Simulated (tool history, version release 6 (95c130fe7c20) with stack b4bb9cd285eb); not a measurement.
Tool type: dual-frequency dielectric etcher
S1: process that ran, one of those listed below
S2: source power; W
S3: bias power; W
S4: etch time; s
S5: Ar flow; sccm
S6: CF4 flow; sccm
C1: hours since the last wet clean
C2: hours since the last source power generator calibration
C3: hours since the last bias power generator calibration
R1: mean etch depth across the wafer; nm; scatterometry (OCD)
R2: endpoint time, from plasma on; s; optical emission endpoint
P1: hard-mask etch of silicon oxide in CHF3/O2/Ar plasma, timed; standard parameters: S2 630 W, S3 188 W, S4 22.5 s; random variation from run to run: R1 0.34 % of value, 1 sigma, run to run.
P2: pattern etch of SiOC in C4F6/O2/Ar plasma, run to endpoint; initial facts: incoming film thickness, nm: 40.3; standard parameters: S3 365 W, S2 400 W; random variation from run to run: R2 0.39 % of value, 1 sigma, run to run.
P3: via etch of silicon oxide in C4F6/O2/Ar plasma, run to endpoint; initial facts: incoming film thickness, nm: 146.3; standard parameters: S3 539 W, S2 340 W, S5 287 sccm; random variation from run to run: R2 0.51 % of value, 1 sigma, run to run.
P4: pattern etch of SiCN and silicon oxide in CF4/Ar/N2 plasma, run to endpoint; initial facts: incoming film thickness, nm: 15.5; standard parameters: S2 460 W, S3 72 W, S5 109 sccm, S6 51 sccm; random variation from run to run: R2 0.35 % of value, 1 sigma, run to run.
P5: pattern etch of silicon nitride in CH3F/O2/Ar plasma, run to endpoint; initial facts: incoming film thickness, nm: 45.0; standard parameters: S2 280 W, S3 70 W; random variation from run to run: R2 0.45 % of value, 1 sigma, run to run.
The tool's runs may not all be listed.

| run | day | S1 | S2 | S3 | S4 | S5 | S6 | C1 | C2 | C3 | R1 | R2 |
|---|---|---|---|---|---|---|---|---|---|---|---|---|
| 1 | 0.317 | P1 | 630 | 188 | 22.5 |  |  | 85.7 | 2731.9 | 2381 | 46.924 |  |
| 2 | 0.658 | P1 | 630 | 188 | 22.5 |  |  | 93.9 | 2740.1 | 2389.2 | 46.627 |  |
| 3 | 1.167 | P5 | 280 | 47 |  |  |  | 106.1 | 2752.3 | 2401.4 |  | 87.029 |
| 4 | 1.417 | P4 | 460 | 72 |  | 84 | 51 | 112.1 | 2758.3 | 2407.4 |  | 18.232 |
| 5 | 1.662 | P4 | 460 | 72 |  | 109 | 69 | 118 | 2764.2 | 2413.3 |  | 18.07 |
| 6 | 2.058 | P1 | 780 | 188 | 22.5 |  |  | 127.5 | 2773.7 | 2422.8 | 50.697 |  |
| 7 | 2.508 | P1 | 630 | 188 | 22.5 |  |  | 138.3 | 2784.5 | 2433.6 | 46.57 |  |
| 8 | 2.996 | P4 | 640 | 72 |  | 109 | 51 | 150 | 2796.2 | 2445.3 |  | 14.158 |
| 9 | 3.546 | P3 | 340 | 712 |  | 287 |  | 163.2 | 2809.4 | 2458.5 |  | 30.007 |
| 10 | 3.792 | P1 | 630 | 188 | 22.5 |  |  | 169.1 | 2815.3 | 2464.4 | 46.732 |  |
| 11 | 4.221 | P5 | 280 | 70 |  |  |  | 179.4 | 2825.6 | 2474.7 |  | 76.255 |
| 12 | 4.762 | P1 | 630 | 188 | 12.5 |  |  | 192.4 | 2838.6 | 2487.7 | 26.009 |  |
| 13 | 5.05 | P3 | 340 | 539 |  | 185 |  | 199.3 | 2845.5 | 2494.6 |  | 31.586 |
| 14 | 5.425 | P2 | 400 | 511 |  |  |  | 208.3 | 2854.5 | 2503.6 |  | 13.251 |
| 15 | 5.746 | P1 | 630 | 243 | 22.5 |  |  | 216 | 2862.2 | 2511.3 | 51.058 |  |
| 16 | 6.217 | P1 | 630 | 123 | 22.5 |  |  | 227.3 | 2873.5 | 2522.6 | 40.899 |  |
| 17 | 6.592 | P1 | 380 | 188 | 22.5 |  |  | 236.3 | 2882.5 | 2531.6 | 38.415 |  |
| 18 | 7.108 | P3 | 340 | 539 |  | 287 |  | 248.7 | 2894.9 | 2544 |  | 33.058 |
| 19 | 7.479 | P5 | 400 | 70 |  |  |  | 257.6 | 2903.8 | 2552.9 |  | 66.511 |
| 20 | 7.846 | P3 | 420 | 539 |  | 287 |  | 266.4 | 2912.6 | 2561.7 |  | 30.815 |
| 21 | 8.308 | P4 | 460 | 43 |  | 109 | 51 | 277.5 | 2923.7 | 2572.8 |  | 22.704 |
| 22 | 8.592 | P1 | 630 | 188 | 22.5 |  |  | 284.3 | 2930.5 | 2579.6 | 46.601 |  |
| 23 | 9.15 | P5 | 280 | 70 |  |  |  | 297.7 | 2943.9 | 2593 |  | 76.669 |
| 24 | 9.692 | P3 | 340 | 539 |  | 287 |  | 310.7 | 2956.9 | 2606 |  | 33.371 |
| 25 | 10.133 | P4 | 460 | 72 |  | 109 | 51 | 321.3 | 2967.5 | 2616.6 |  | 18.945 |
| 26 | 10.446 | P1 | 630 | 188 | 22.5 |  |  | 328.8 | 2975 | 2624.1 | 46.445 |  |
| 27 | 10.862 | P1 | 750 | 188 | 30.5 |  |  | 338.8 | 2985 | 2634.1 | 67.647 |  |
| 28 | 11.421 | P2 | 400 | 365 |  |  |  | 352.2 | 2998.4 | 2647.5 |  | 14.971 |
| 29 | 11.704 | P2 | 400 | 365 |  |  |  | 359 | 3005.2 | 2654.3 |  | 14.943 |
| 30 | 12.038 | P2 | 290 | 365 |  |  |  | 367 | 3013.2 | 2662.3 |  | 16.886 |
| 31 | 12.429 | P1 | 630 | 188 | 29.5 |  |  | 376.4 | 3022.6 | 2671.7 | 61.119 |  |
| 32 | 12.746 | P4 | 460 | 72 |  | 109 | 51 | 384 | 3030.2 | 2679.3 |  | 18.906 |
| 33 | 13.133 | P1 | 630 | 188 | 22.5 |  |  | 393.3 | 3039.5 | 2688.6 | 46.493 |  |
| 34 | 13.554 | P1 | 630 | 188 | 22.5 |  |  | 403.4 | 3049.6 | 2698.7 | 46.606 |  |
| 35 | 13.804 | P1 | 630 | 188 | 22.5 |  |  | 409.4 | 3055.6 | 2704.7 | 46.221 |  |
| 36 | 14.096 | P1 | 630 | 188 | 22.5 |  |  | 416.4 | 3062.6 | 2711.7 | 46.164 |  |
| 37 | 14.512 | P1 | 630 | 188 | 22.5 |  |  | 426.4 | 3072.6 | 2721.7 | 45.928 |  |
| 38 | 15.004 | P1 | 630 | 188 | 22.5 |  |  | 438.2 | 3084.4 | 2733.5 | 45.912 |  |
| 39 | 15.304 | P1 | 630 | 188 | 22.5 |  |  | 445.4 | 3091.6 | 2740.7 | 46.159 |  |
| 40 | 15.858 | P1 | 630 | 188 | 22.5 |  |  | 458.7 | 3104.9 | 2754 | 45.659 |  |
| 41 | 16.162 | P1 | 630 | 188 | 22.5 |  |  | 466 | 3112.2 | 2761.3 | 45.866 |  |
|  | 16.217 | wet clean of the chamber |
| 42 | 16.658 | P1 | 630 | 188 | 22.5 |  |  | 10.6 | 3124.1 | 2773.2 | 45.802 |  |
| 43 | 16.95 | P1 | 630 | 188 | 22.5 |  |  | 17.6 | 3131.1 | 2780.2 | 45.884 |  |
| 44 | 17.508 | P1 | 630 | 188 | 22.5 |  |  | 31 | 3144.5 | 2793.6 | 46.199 |  |

The output of P1 has drifted from where it used to be. Each of the 2 causes below, taken at the size shown beside it, accounts for the log equally well:
A: bias power that arrives under what is set, % = 4.95
B: source power that arrives under what is set, % = 4.38
At approximately day 13.133, the process output began to creep.
All other causes, with the reason each is excluded:
chamber walls in a state that lowers the etch rate, %: serviced after onset, at day 16.217, with no recovery of the prior output

Which of the check runs below tells the causes apart, meaning the causes would give it clearly different results? Each run uses 2 wafers whose results are averaged, and each result is shown as a question mark.
| check 1 | 18.067 | P4 | 460 | 48 |  | 109 | 51 |  |  |  |  | ? |
| check 2 | 18.067 | P2 | 400 | 482 |  |  |  |  |  |  |  | ? |
| check 3 | 18.067 | P3 | 340 | 616 |  | 287 |  |  |  |  |  | ? |
| check 4 | 18.067 | P5 | 390 | 51 |  |  |  |  |  |  |  | ? |

What every check run would give for each of its results, assuming each possible cause in turn:
| check | result | if A | if B |
|---|---|---|---|
| check 1 | R2 | 22.216 | 22.734 |
| check 2 | R2 | 13.765 | 13.734 |
| check 3 | R2 | 32.172 | 32.067 |
| check 4 | R2 | 76.16 | 76.273 |
How far apart the two closest causes lie, in the result that separates them most: check 1 2.31 %; check 2 0.22 %; check 3 0.33 %; check 4 0.15 %
The other checks would show nearly matching results whichever cause is true, so check 1 is the only one that separates the causes.

With check 1 done, the readings were: R2 22.674 s. Identify which of the listed causes applies.

It is B: source power that arrives under what is set, %.
